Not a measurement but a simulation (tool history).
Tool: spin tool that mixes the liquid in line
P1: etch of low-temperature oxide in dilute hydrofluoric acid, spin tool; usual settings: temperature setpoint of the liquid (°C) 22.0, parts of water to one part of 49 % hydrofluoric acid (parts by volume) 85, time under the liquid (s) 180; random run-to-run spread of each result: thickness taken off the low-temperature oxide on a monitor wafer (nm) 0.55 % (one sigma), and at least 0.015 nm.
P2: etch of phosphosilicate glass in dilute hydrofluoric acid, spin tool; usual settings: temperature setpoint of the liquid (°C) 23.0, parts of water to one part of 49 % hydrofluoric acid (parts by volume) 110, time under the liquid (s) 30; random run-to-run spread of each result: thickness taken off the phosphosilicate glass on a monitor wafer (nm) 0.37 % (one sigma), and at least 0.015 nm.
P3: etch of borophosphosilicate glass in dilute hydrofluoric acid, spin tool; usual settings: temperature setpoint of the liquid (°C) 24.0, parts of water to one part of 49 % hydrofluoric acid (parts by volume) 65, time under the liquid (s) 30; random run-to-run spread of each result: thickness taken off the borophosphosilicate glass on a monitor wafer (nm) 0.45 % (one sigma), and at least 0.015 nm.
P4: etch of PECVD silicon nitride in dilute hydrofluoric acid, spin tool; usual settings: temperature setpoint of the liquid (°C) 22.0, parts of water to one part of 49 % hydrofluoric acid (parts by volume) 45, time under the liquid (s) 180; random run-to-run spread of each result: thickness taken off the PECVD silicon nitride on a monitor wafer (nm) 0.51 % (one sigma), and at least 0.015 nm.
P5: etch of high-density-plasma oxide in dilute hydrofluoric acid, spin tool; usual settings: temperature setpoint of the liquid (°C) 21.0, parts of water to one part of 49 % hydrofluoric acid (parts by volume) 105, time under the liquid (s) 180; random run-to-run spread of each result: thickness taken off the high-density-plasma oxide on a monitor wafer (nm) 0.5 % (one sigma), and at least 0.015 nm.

run,hour,process that ran,temperature setpoint of the liquid (°C),parts of water to one part of 49 % hydrofluoric acid (parts by volume),time under the liquid (s),hours since the thermometer was replaced,hours since the hydrofluoric acid flow meter was replaced,thickness taken off the low-temperature oxide on a monitor wafer (nm),thickness taken off the PECVD silicon nitride on a monitor wafer (nm),thickness taken off the borophosphosilicate glass on a monitor wafer (nm),thickness taken off the high-density-plasma oxide on a monitor wafer (nm),thickness taken off the phosphosilicate glass on a monitor wafer (nm)
1,3.4,P1,22.0,85,180,113.2,465.4,24.4120,,,,
2,7.6,P4,22.0,45,270,117.4,469.6,,18.126,,,
3,10.8,P4,22.0,20,180,120.6,472.8,,26.530,,,
4,15.4,P3,17.0,65,30,125.2,477.4,,,17.425,,
5,18.2,P1,17.5,85,180,128.0,480.2,20.3830,,,,
6,21.0,P5,21.0,105,40,130.8,483.0,,,,1.815,
7,25.6,P2,23.0,110,30,135.4,487.6,,,,,49.921
8,29.2,P1,22.0,85,180,139.0,491.2,24.7020,,,,
9,31.7,P3,24.0,65,30,141.5,493.7,,,23.397,,
10,36.5,P4,30.0,45,180,146.3,498.5,,20.643,,,
11,40.5,P1,22.0,85,15,150.3,502.5,2.0281,,,,
12,45.4,P4,22.0,45,180,155.2,507.4,,12.100,,,
13,50.3,P3,24.0,65,30,160.1,512.3,,,23.376,,
14,54.7,P1,22.0,135,180,164.5,516.7,14.6010,,,,
15,58.2,P4,22.0,45,180,168.0,520.2,,12.165,,,
16,62.6,P2,17.0,110,30,172.4,524.6,,,,,38.680
17,66.0,P1,22.0,145,305,175.8,528.0,22.7170,,,,
18,70.1,P3,24.0,30,30,179.9,532.1,,,52.656,,
19,74.7,P1,22.0,50,180,184.5,536.7,43.9230,,,,
20,77.1,P3,24.0,65,45,186.9,539.1,,,35.012,,
21,80.8,P2,23.0,20,30,190.6,542.8,,,,,305.440
22,84.4,P1,22.0,85,310,194.2,546.4,42.4140,,,,

The next listed run, before its measurement:
23,87.2,P5,26.5,105,180,197.0,549.2,,,,?,

Run 23 gave thickness taken off the high-density-plasma oxide on a monitor wafer (nm) 10.087.
